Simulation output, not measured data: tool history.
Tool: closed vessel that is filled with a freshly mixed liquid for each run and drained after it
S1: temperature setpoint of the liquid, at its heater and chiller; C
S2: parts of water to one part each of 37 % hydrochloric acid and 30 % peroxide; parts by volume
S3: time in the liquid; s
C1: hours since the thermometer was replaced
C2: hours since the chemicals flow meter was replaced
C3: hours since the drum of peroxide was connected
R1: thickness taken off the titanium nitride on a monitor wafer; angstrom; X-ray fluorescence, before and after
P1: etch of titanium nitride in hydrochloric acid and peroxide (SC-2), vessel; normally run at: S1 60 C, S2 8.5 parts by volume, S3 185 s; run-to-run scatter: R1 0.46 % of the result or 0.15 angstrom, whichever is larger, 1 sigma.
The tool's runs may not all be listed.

run,hour,S1,S2,S3,C1,C2,C3,R1
1,4.5,60,8.5,185,379.1,1267.4,466.0,171.750
2,9.6,44,8.5,185,384.2,1272.5,471.1,59.962
3,12.5,60,14.5,275,387.1,1275.4,474.0,162.130
4,15.7,60,8.5,185,390.3,1278.6,477.2,172.320
5,20.6,72,8.5,185,395.2,1283.5,482.1,356.210
6,23.5,60,8.5,30,398.1,1286.4,485.0,27.769
7,26.7,60,8.5,185,401.3,1289.6,488.2,173.060
8,30.5,60,8.5,325,405.1,1293.4,492.0,302.740
9,33.3,60,15.0,185,407.9,1296.2,494.8,106.990
10,37.8,60,4.0,185,412.4,1300.7,499.3,302.140
11,41.7,60,8.5,185,416.3,1304.6,503.2,171.970
12,46.0,60,8.5,185,420.6,1308.9,507.5,171.680
13,49.6,60,8.5,185,424.2,1312.5,511.1,178.180
14,52.1,60,8.5,185,426.7,1315.0,513.6,181.140
15,56.2,60,8.5,185,430.8,1319.1,517.7,184.880
16,58.5,60,8.5,185,433.1,1321.4,520.0,185.080
17,61.8,60,8.5,185,436.4,1324.7,523.3,187.170
18,66.8,60,8.5,185,441.4,1329.7,528.3,185.680
19,70.1,60,8.5,185,444.7,1333.0,531.6,186.760

What P1 gives has crept away from where it was. These 2 causes fit the log equally well, each at the size given:
A: liquid hotter than its thermometer reads (K) = 1.37
B: chemicals flow above the setpoint (%) = 11.3
The creep began at about hour 46.0.
Why every other cause is out:
peroxide weaker than its label (%): at most 8, which would move R1 by -7.3 %: too little, or the wrong way

4 check runs are offered, each on 3 wafers whose results are averaged, their results left as question marks. Which one tells the causes apart?
check 1,73.4,51,4.0,185,,,,?
check 2,73.4,60,8.5,315,,,,?
check 3,73.4,60,11.5,30,,,,?
check 4,73.4,60,8.5,45,,,,?

What each check would give under each cause:
check,result,if A,if B
check 1,R1,184.460,180.750
check 2,R1,319.100,319.160
check 3,R1,23.637,23.753
check 4,R1,45.586,45.594
How far apart the two closest causes lie, in the result that separates them most: check 1 2.03 %; check 2 0.02 %; check 3 0.49 %; check 4 0.02 %
Check 1 tells the causes apart: in the others they would give nearly the same result.

Check 1 was then run and gave: R1 184.510 angstrom. Which cause is it?

It is A: liquid hotter than its thermometer reads (K).
